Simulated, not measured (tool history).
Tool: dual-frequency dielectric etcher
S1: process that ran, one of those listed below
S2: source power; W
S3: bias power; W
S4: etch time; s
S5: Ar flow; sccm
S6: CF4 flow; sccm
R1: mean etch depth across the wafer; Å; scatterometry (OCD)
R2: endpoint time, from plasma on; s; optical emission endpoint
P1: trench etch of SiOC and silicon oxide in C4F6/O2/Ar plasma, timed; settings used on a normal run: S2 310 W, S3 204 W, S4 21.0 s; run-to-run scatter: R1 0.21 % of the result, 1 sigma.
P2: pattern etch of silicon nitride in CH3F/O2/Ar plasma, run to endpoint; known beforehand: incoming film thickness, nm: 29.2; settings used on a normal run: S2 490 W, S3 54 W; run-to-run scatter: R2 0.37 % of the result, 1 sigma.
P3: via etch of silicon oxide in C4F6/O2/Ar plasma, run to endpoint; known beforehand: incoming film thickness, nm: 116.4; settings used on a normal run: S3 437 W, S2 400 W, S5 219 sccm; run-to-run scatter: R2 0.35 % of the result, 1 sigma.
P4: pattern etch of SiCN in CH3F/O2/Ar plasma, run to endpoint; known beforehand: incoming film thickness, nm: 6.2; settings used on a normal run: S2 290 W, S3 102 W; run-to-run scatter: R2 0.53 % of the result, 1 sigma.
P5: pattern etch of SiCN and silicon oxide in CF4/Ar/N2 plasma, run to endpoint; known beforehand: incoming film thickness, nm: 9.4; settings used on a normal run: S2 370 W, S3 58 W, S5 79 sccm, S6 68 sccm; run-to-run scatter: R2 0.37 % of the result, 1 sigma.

run	hour	S1	S2	S3	S4	S5	S6	R1	R2
1	9.7	P1	310	204	21.0			394.01	
2	23.6	P3	400	437		219			26.4610
3	36.3	P5	370	58		58	68		12.4250
4	49.7	P1	310	204	21.0			394.97	
5	66.3	P1	310	204	21.0			394.37	
6	81.8	P1	190	204	21.0			327.42	
7	96.4	P1	430	204	21.0			448.37	
8	106.9	P4	290	132					14.9210
9	114.5	P1	310	204	12.5			235.59	
10	129.9	P1	310	204	21.0			395.02	
11	138.2	P5	370	81		79	68		11.6330
12	145.7	P2	590	54					38.7810
13	153.8	P3	510	437		219			24.2390
14	168.2	P2	490	54					42.0840
15	184.7	P2	490	40					45.8660
16	195.8	P1	310	281	21.0			440.09	
17	212.8	P4	290	102					16.6010
18	221.6	P3	400	316		219			29.4310
19	236.4	P1	310	204	21.0			393.11	
20	244.3	P5	510	58		79	68		9.7581
21	259.6	P4	390	102					14.9310
22	271.3	P1	310	204	21.0			393.53	
23	286.1	P1	310	246	16.5			331.10	
24	303.3	P1	310	127	21.0			338.92	
25	316.2	P4	290	102					16.4710
26	328.3	P1	310	204	28.5			536.45	
27	336.3	P5	370	58		79	49		13.5350
28	352.9	P1	310	204	21.0			395.62	
29	367.4	P3	400	437		154			25.3070
30	380.5	P5	370	58		79	68		12.9650
31	388.7	P2	490	54					41.7930
32	400.1	P1	310	204	21.0			393.96	
33	414.9	P1	310	204	21.0			392.17	
34	425.9	P1	310	204	21.0			391.49	
35	436.2	P1	310	204	21.0			390.41	
36	446.6	P1	310	204	21.0			389.24	
37	463.0	P1	310	204	21.0			388.60	
# hour 470.9: wet clean of the chamber
38	480.1	P1	310	204	21.0			388.35	
39	491.2	P1	310	204	21.0			388.58	

For run 40, what comes out?
40	499.9	P1	310	204	21.0			?	

Run 40 measured R1 388.04 Å.
